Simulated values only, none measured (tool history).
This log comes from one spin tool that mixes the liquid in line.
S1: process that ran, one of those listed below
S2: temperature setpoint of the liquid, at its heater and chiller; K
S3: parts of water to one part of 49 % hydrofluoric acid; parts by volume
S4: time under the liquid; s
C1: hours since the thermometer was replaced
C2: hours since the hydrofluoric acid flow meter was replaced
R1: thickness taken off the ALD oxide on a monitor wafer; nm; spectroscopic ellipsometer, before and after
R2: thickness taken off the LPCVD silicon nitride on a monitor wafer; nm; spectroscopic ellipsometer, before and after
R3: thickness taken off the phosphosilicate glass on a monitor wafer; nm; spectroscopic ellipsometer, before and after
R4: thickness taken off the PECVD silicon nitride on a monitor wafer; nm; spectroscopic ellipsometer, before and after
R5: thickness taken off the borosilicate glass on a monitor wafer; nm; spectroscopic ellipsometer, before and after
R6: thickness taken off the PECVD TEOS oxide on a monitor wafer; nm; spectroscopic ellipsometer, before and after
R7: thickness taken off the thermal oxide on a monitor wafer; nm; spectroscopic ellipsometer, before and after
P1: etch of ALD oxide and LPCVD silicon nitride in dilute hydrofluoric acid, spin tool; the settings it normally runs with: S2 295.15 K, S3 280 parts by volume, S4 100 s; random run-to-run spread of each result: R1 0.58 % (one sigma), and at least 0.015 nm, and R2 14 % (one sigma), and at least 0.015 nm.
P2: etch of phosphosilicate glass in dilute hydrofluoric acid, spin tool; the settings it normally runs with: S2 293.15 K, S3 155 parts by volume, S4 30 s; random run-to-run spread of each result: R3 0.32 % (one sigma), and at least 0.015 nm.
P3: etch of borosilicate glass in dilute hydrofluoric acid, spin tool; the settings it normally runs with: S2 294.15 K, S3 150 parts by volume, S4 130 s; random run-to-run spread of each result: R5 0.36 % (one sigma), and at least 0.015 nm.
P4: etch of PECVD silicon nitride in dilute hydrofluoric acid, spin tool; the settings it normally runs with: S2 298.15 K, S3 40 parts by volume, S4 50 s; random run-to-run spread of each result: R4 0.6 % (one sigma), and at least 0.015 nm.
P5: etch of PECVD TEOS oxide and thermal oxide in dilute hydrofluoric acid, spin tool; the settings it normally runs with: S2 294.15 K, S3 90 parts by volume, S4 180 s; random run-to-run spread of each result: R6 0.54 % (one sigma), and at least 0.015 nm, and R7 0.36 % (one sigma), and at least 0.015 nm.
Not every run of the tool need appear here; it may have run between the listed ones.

run	hour	S1	S2	S3	S4	C1	C2	R1	R2	R3	R4	R5	R6	R7
1	10.6	P1	295.15	280	100	358.3	796.1	5.3517	0.152					
2	22.1	P1	290.15	280	190	369.8	807.6	8.5155	0.2303					
3	35.1	P2	293.15	155	65	382.8	820.6			66.327				
4	47	P2	293.15	155	30	394.7	832.5			30.841				
5	57.4	P4	298.15	40	50	405.1	842.9				4.0217			
6	68.2	P2	293.15	155	30	415.9	853.7			30.85				
7	79.1	P1	295.15	280	100	426.8	864.6	5.382	0.15891					
8	86	P3	302.65	150	130	433.7	871.5					19.59		
9	95.1	P1	295.15	280	100	442.8	880.6	5.3894	0.18623					
10	103	P1	301.15	280	100	450.7	888.5	6.6888	0.25608					
11	116.3	P5	302.15	90	180	464	901.8						50.167	11.453
12	127.1	P1	290.15	280	100	474.8	912.6	4.4422	0.094296					
13	137.6	P2	293.15	75	30	485.3	923.1			69.597				
14	151	P5	294.15	90	180	498.7	936.5						36.559	8.3965
15	159.6	P5	294.15	90	45	507.3	945.1						9.152	2.0928
16	171.8	P4	298.15	40	90	519.5	957.3				7.3393			
17	186.2	P1	295.15	130	15	533.9	971.7	2.0182	0.083665					
18	196.4	P3	294.15	150	130	544.1	981.9					14.231		
19	205.4	P4	290.15	40	50	553.1	990.9				2.3037			
20	211.8	P5	294.15	125	180	559.5	997.3						25.294	5.7213
21	225.1	P1	295.15	280	100	572.8	1010.6	5.3517	0.10338					
22	234.8	P1	295.15	280	100	582.5	1020.3	5.3838	0.16678					
23	245.3	P4	298.15	55	50	593	1030.8				2.9808			
24	253.5	P1	295.15	385	100	601.2	1039	3.5076	0.11799					
25	259.9	P1	295.15	280	195	607.6	1045.4	10.455	0.30654					
26	267.4	P2	299.65	155	30	615.1	1052.9			39.335				
27	279.3	P5	294.15	90	180	627	1064.8						36.351	8.3035
28	291.3	P3	294.15	150	15	639	1076.8					1.6375		
29	304.9	P1	295.15	280	100	652.6	1090.4	5.3361	0.11201					
# hour 314.2: hydrofluoric acid flow meter replaced
30	318.4	P1	295.15	280	45	666.1	4.3	2.4255	0.085046					
31	327.9	P3	294.15	260	130	675.6	13.8					7.3785		
32	339.5	P1	295.15	280	100	687.2	25.4	5.3673	0.16817					
33	347.5	P1	295.15	140	100	695.2	33.4	12.373	0.29381					
34	356.1	P1	295.15	280	100	703.8	42	5.3239	0.13167					
35	364	P1	295.15	280	100	711.7	49.9	5.5176	0.13695					
36	375	P1	295.15	280	100	722.7	60.9	5.5655	0.14031					
37	388.6	P1	295.15	280	100	736.3	74.5	5.6197	0.17192					
38	400	P1	295.15	280	100	747.7	85.9	5.6846	0.15723					
39	408	P1	295.15	280	100	755.7	93.9	5.6546	0.19617					
40	414.6	P1	295.15	280	100	762.3	100.5	5.6852	0.13535					
41	427.2	P1	295.15	280	100	774.9	113.1	5.6198	0.2007					
42	441.4	P1	295.15	280	100	789.1	127.3	5.6735	0.15059					
43	453	P1	295.15	280	100	800.7	138.9	5.6985	0.18304					
44	460.3	P1	295.15	280	100	808	146.2	5.7258	0.15827					

P1 has crept away from where it was. The log is fitted equally well by each of these 2 causes, at the sizes shown:
A: liquid hotter than its thermometer reads (K) = 1.82
B: hydrofluoric acid flow above the setpoint (%) = 5.27
At approximately hour 356.1, the process output began to creep.

The check runs listed below each take one wafer, and their results are still question marks. Under which run would the listed causes lead to clearly different results?
check 1	467.6	P2	298.15	155	60					?				
check 2	467.6	P3	294.15	215	45							?		
check 3	467.6	P4	290.15	40	50						?			
check 4	467.6	P5	301.15	90	55								?	?

How each check would come out, cause by cause:
check	result	if A	if B
check 1	R3	79.851	79.249
check 2	R5	3.4465	3.4253
check 3	R4	2.6325	2.4314
check 4	R6	15.868	15.68
check 4	R7	3.6027	3.5601
Distance between the nearest two causes, measured in the result of the check that separates them most: check 1 0.76 %; check 2 0.62 %; check 3 7.95 %; check 4 1.19 %
Only in check 3 would the causes give clearly different results; in the remaining checks their results would be nearly the same.

Running check 3 produced the following: R4 2.644 nm. Which one of the listed causes fits?

It was cause A: liquid hotter than its thermometer reads (K).
